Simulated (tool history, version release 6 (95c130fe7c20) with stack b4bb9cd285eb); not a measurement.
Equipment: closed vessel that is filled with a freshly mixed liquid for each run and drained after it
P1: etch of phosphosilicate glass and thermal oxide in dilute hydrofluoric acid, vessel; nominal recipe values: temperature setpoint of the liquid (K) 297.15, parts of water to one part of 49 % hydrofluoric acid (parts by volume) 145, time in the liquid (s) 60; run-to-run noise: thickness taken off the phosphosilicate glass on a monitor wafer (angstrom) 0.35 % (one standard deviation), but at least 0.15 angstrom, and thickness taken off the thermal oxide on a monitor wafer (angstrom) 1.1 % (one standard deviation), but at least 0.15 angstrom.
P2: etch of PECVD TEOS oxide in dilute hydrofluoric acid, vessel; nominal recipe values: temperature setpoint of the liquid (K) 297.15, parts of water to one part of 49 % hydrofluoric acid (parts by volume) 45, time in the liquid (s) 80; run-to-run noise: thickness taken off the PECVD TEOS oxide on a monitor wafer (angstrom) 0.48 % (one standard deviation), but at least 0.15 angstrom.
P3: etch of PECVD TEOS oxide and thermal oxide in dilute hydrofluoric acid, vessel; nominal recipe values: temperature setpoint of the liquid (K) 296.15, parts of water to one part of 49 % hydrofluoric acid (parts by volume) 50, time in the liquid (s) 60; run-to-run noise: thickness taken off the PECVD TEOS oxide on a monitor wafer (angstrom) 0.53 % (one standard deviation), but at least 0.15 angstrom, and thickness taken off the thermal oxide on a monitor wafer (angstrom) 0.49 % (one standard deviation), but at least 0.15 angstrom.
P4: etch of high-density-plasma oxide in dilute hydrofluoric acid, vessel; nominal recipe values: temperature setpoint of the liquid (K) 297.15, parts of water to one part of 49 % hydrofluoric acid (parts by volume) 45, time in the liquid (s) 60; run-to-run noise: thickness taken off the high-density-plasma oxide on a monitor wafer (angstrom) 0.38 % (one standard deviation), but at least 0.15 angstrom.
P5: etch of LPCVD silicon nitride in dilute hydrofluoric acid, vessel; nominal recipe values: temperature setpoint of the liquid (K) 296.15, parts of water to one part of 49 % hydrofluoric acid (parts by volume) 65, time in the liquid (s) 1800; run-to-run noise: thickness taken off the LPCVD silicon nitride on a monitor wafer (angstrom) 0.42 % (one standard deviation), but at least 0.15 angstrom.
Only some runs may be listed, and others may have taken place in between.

run,hour,process that ran,temperature setpoint of the liquid (K),parts of water to one part of 49 % hydrofluoric acid (parts by volume),time in the liquid (s),hours since the thermometer was replaced,hours since the hydrofluoric acid flow meter was replaced,thickness taken off the phosphosilicate glass on a monitor wafer (angstrom),thickness taken off the thermal oxide on a monitor wafer (angstrom),thickness taken off the PECVD TEOS oxide on a monitor wafer (angstrom),thickness taken off the high-density-plasma oxide on a monitor wafer (angstrom),thickness taken off the LPCVD silicon nitride on a monitor wafer (angstrom)
1,12.1,P1,297.15,145,60,490.5,382.8,601.71,17.9670,,,
2,24.2,P2,297.15,75,80,502.6,394.9,,,169.73,,
3,33.9,P2,301.65,45,80,512.3,404.6,,,353.58,,
4,41.0,P4,303.15,45,60,519.4,411.7,,,,108.450,
5,51.7,P3,296.15,50,30,530.1,422.4,,28.5260,82.81,,
6,62.2,P1,297.15,145,60,540.6,432.9,602.99,18.5880,,,
7,73.9,P1,297.15,60,60,552.3,444.6,1616.40,49.0440,,,
8,79.4,P4,297.15,45,60,557.8,450.1,,,,85.020,
9,90.8,P1,297.15,145,60,569.2,461.5,600.69,18.5570,,,
10,101.6,P1,303.15,145,30,580.0,472.3,377.55,11.2820,,,
11,112.6,P1,297.15,145,60,591.0,483.3,604.05,18.6810,,,
12,119.8,P1,297.15,145,95,598.2,490.5,946.93,29.7090,,,
13,127.2,P1,297.15,210,60,605.6,497.9,387.48,11.4060,,,
14,136.2,P1,297.15,145,60,614.6,506.9,601.80,18.0650,,,
15,145.0,P1,290.65,145,30,623.4,515.7,232.36,7.5279,,,
16,152.2,P3,296.15,50,60,630.6,522.9,,57.0430,163.90,,
17,161.8,P1,293.65,235,60,640.2,532.5,296.83,9.1937,,,
18,167.9,P3,302.15,50,60,646.3,538.6,,73.5830,210.58,,
19,178.8,P4,297.15,45,85,657.2,549.5,,,,121.100,
20,190.2,P4,297.15,65,60,668.6,560.9,,,,57.343,
21,201.6,P5,296.15,65,30,680.0,572.3,,,,,2.1861
22,213.7,P5,301.65,65,1800,692.1,584.4,,,,,194.6000
23,220.6,P2,297.15,45,30,699.0,591.3,,,110.53,,
24,227.5,P5,296.15,65,1800,705.9,598.2,,,,,134.1600
25,234.3,P1,290.15,145,60,712.7,605.0,455.72,13.8330,,,
26,243.4,P3,296.15,80,60,721.8,614.1,,34.3930,98.96,,
27,255.5,P5,296.15,115,1800,733.9,626.2,,,,,76.9090
28,267.6,P1,302.15,145,60,746.0,638.3,731.12,21.8990,,,
29,279.4,P2,297.15,45,80,757.8,650.1,,,294.21,,
30,289.3,P1,297.15,145,30,767.7,660.0,302.79,9.0459,,,
31,298.6,P1,297.15,145,60,777.0,669.3,602.58,18.2480,,,
32,309.9,P1,297.15,145,60,788.3,680.6,618.59,19.0970,,,
33,318.4,P1,297.15,145,60,796.8,689.1,631.75,19.0850,,,
34,325.6,P1,297.15,145,60,804.0,696.3,632.37,18.9530,,,
35,331.2,P1,297.15,145,60,809.6,701.9,638.72,19.6540,,,
36,339.0,P1,297.15,145,60,817.4,709.7,642.15,20.0550,,,
37,350.5,P1,297.15,145,60,828.9,721.2,646.55,19.8570,,,
38,360.9,P1,297.15,145,60,839.3,731.6,648.92,19.9510,,,
39,370.6,P1,297.15,145,60,849.0,741.3,650.85,19.6650,,,
40,378.5,P1,297.15,145,60,856.9,749.2,652.28,19.2670,,,
41,388.5,P1,297.15,145,60,866.9,759.2,648.98,19.6640,,,
42,398.1,P1,297.15,145,60,876.5,768.8,649.87,19.4950,,,

Something has made what P1 gives creep away from where it was; the 2 causes below, each at its own stated size, fit the log equally well:
A: liquid hotter than its thermometer reads (K) = 1.98
B: hydrofluoric acid flow above the setpoint (%) = 6.65
Creep in the process output first set in at about hour 298.6.

The check runs listed below each take one wafer, and their results are still question marks. Under which run would the listed causes lead to clearly different results?
check 1,407.7,P5,296.15,85,1800,,,,,,,?
check 2,407.7,P2,297.15,75,35,,,,,?,,
check 3,407.7,P4,303.15,65,60,,,,,,?,
check 4,407.7,P3,296.15,50,30,,,,?,?,,

Expected result of each check under each candidate cause:
check,result,if A,if B
check 1,thickness taken off the LPCVD silicon nitride on a monitor wafer (angstrom),118.1300,110.3500
check 2,thickness taken off the PECVD TEOS oxide on a monitor wafer (angstrom),80.326,79.621
check 3,thickness taken off the high-density-plasma oxide on a monitor wafer (angstrom),78.330,77.897
check 4,thickness taken off the thermal oxide on a monitor wafer (angstrom),31.1910,30.7880
check 4,thickness taken off the PECVD TEOS oxide on a monitor wafer (angstrom),89.468,88.311
Smallest distance between any two causes, each pair judged by its most separating result, in per cent: check 1 6.81 %; check 2 0.88 %; check 3 0.55 %; check 4 1.3 %
The other checks would show nearly matching results whichever cause is true, so check 1 is the only one that separates the causes.

Check 1 was carried out, with these results: thickness taken off the LPCVD silicon nitride on a monitor wafer (angstrom) 118.4900. Which of the listed causes is responsible?

It is A: liquid hotter than its thermometer reads (K).

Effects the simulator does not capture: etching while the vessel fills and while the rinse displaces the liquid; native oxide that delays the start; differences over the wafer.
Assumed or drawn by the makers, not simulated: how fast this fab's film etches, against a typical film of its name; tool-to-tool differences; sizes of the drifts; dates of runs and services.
